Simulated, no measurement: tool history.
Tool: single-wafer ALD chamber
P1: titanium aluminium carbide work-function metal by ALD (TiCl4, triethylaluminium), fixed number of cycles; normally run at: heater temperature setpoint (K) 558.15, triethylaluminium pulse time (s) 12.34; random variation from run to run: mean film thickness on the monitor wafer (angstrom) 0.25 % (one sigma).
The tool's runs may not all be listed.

| run | hour | heater temperature setpoint (K) | triethylaluminium pulse time (s) | hours since the last thermocouple change | hours since the last triethylaluminium bottle change | mean film thickness on the monitor wafer (angstrom) |
|---|---|---|---|---|---|---|
| 1 | 4.0 | 558.15 | 12.34 | 1715.7 | 473.4 | 18.964 |
| 2 | 9.4 | 558.15 | 12.34 | 1721.1 | 478.8 | 19.017 |
| 3 | 15.2 | 575.15 | 7.51 | 1726.9 | 484.6 | 19.262 |
| 4 | 18.4 | 558.15 | 12.34 | 1730.1 | 487.8 | 19.044 |
| 5 | 24.3 | 558.15 | 12.34 | 1736.0 | 493.7 | 19.004 |
|  | 24.7 | thermocouple changed; heater temperature recalibrated |
| 6 | 29.4 | 558.15 | 4.96 | 4.8 | 498.8 | 15.870 |
| 7 | 35.1 | 558.15 | 12.34 | 10.5 | 504.5 | 19.079 |
| 8 | 40.9 | 581.15 | 6.34 | 16.3 | 510.3 | 18.975 |
| 9 | 44.9 | 535.15 | 12.34 | 20.3 | 514.3 | 17.087 |
| 10 | 49.2 | 582.15 | 12.34 | 24.6 | 518.6 | 21.226 |
| 11 | 52.8 | 558.15 | 12.34 | 28.2 | 522.2 | 19.026 |
| 12 | 56.9 | 558.15 | 19.88 | 32.3 | 526.3 | 19.295 |
| 13 | 62.7 | 541.15 | 18.05 | 38.1 | 532.1 | 17.779 |
| 14 | 66.3 | 558.15 | 12.34 | 41.7 | 535.7 | 19.003 |
| 15 | 69.1 | 558.15 | 12.34 | 44.5 | 538.5 | 19.061 |
| 16 | 72.9 | 558.15 | 12.34 | 48.3 | 542.3 | 18.962 |
| 17 | 77.3 | 558.15 | 12.34 | 52.7 | 546.7 | 18.817 |
| 18 | 80.8 | 558.15 | 12.34 | 56.2 | 550.2 | 18.930 |
| 19 | 86.3 | 558.15 | 12.34 | 61.7 | 555.7 | 18.793 |
| 20 | 91.1 | 558.15 | 12.34 | 66.5 | 560.5 | 18.799 |
| 21 | 95.6 | 558.15 | 12.34 | 71.0 | 565.0 | 18.613 |
| 22 | 98.6 | 558.15 | 12.34 | 74.0 | 568.0 | 18.651 |
| 23 | 104.6 | 558.15 | 12.34 | 80.0 | 574.0 | 18.753 |

Forecast run 24:
| 24 | 110.3 | 558.15 | 12.34 | 85.7 | 579.7 | ? |

{"run 24": {"mean film thickness on the monitor wafer (angstrom)": 18.625}}
